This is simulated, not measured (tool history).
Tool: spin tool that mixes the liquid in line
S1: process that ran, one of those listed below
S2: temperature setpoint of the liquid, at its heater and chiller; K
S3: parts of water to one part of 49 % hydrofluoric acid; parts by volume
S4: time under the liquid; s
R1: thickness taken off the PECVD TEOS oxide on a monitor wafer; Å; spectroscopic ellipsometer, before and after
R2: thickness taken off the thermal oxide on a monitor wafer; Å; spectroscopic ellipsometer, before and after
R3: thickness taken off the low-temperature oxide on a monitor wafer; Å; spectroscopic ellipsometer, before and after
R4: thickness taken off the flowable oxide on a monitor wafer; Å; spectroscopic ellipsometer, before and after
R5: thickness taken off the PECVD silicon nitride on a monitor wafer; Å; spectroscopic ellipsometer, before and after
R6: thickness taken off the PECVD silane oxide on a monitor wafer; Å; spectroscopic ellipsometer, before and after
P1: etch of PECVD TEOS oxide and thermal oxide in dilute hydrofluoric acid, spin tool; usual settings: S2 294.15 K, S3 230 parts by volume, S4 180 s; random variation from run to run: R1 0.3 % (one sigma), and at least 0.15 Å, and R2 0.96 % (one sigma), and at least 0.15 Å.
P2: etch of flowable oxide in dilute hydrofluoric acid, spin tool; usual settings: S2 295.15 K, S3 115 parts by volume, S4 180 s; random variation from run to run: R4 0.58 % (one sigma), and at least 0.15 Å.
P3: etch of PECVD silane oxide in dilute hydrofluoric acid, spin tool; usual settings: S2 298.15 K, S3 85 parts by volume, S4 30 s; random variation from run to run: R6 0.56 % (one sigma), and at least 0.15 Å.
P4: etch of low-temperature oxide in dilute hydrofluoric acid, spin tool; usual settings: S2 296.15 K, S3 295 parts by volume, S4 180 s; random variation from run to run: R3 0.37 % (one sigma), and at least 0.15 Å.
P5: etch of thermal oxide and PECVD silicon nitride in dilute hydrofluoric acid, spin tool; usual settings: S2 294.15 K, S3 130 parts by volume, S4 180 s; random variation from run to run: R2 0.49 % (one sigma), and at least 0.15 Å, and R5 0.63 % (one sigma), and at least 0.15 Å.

run	hour	S1	S2	S3	S4	R1	R2	R3	R4	R5	R6
1	4.6	P1	294.15	230	180	109.550	28.5790				
2	12.2	P4	296.15	455	180			60.814			
3	19.8	P2	295.15	115	280				501.45		
4	28.0	P5	294.15	25	180		304.5300			186.6700	
5	35.9	P3	298.15	85	30						133.660
6	41.5	P3	298.15	85	15						67.071
7	48.2	P1	294.15	230	180	108.900	28.3250				
8	53.1	P4	296.15	295	315			190.340			
9	58.3	P2	290.15	115	180				264.02		
10	62.5	P2	295.15	115	180				323.92		
11	68.0	P3	298.15	85	30						132.910
12	72.8	P3	294.15	85	30						114.090
13	78.3	P1	302.15	230	180	145.870	38.2790				
14	83.1	P5	294.15	130	180		52.2090			37.4870	
15	87.3	P5	294.15	130	180		52.2910			37.1950	
16	92.4	P1	294.15	230	180	109.040	29.0610				
17	101.2	P2	295.15	115	180				320.96		
18	108.6	P1	294.15	230	180	109.370	28.4290				
19	113.4	P1	294.15	230	180	108.790	28.6350				
20	120.8	P1	294.15	45	180	685.410	177.5900				
21	126.0	P1	294.15	420	180	50.527	13.2210				
22	131.3	P1	294.15	230	30	17.936	4.7598				
23	139.8	P1	290.15	230	180	94.151	24.3070				
24	146.1	P1	294.15	230	180	108.880	28.0050				
25	152.9	P5	294.15	130	35		10.0850			7.2329	
26	162.3	P3	298.15	40	30						306.010
27	168.1	P1	294.15	230	180	109.400	28.4640				
28	173.7	P4	290.15	295	180			87.169			
29	182.1	P5	301.65	130	180		69.6590			60.6040	
30	187.1	P4	296.15	295	180			108.600			
31	192.6	P1	294.15	230	335	202.840	53.3980				
32	197.7	P1	294.15	145	300	314.920	84.0880				
33	202.5	P2	295.15	55	180				725.92		
34	207.6	P1	294.15	230	180	109.030	28.8700				
35	215.3	P1	294.15	230	180	113.210	29.1640				
36	224.6	P1	294.15	230	180	115.320	30.8770				
37	233.7	P1	294.15	230	180	116.440	30.8550				
38	239.5	P1	294.15	230	180	116.530	30.3680				
39	244.0	P1	294.15	230	180	116.570	30.8180				
40	248.3	P1	294.15	230	180	116.370	30.9230				

What P1 gives has crept away from where it was. These 2 causes fit the log equally well, each at the size given:
A: liquid hotter than its thermometer reads (K) = 1.81
B: hydrofluoric acid flow above the setpoint (%) = 5.65
The creep began at about hour 207.6.

4 check runs are offered, one wafer each, their results left as question marks. Which one tells the causes apart?
check 1	252.6	P4	296.15	295	180			?			
check 2	252.6	P5	294.15	130	180		?			?	
check 3	252.6	P3	298.15	85	30						?
check 4	252.6	P2	295.15	115	180				?		

What each check would give under each cause:
check	result	if A	if B
check 1	R3	115.230	116.040
check 2	R2	55.9820	55.4790
check 2	R5	42.3470	39.6380
check 3	R6	143.560	142.070
check 4	R4	346.88	343.56
How far apart the two closest causes lie, in the result that separates them most: check 1 0.71 %; check 2 6.61 %; check 3 1.04 %; check 4 0.96 %
Only check 2 tells the causes apart: in the others they would give nearly the same result.

Check 2 was then run and gave: R2 55.9360 Å; R5 39.9350 Å. Which cause is it?

It is B: hydrofluoric acid flow above the setpoint (%).

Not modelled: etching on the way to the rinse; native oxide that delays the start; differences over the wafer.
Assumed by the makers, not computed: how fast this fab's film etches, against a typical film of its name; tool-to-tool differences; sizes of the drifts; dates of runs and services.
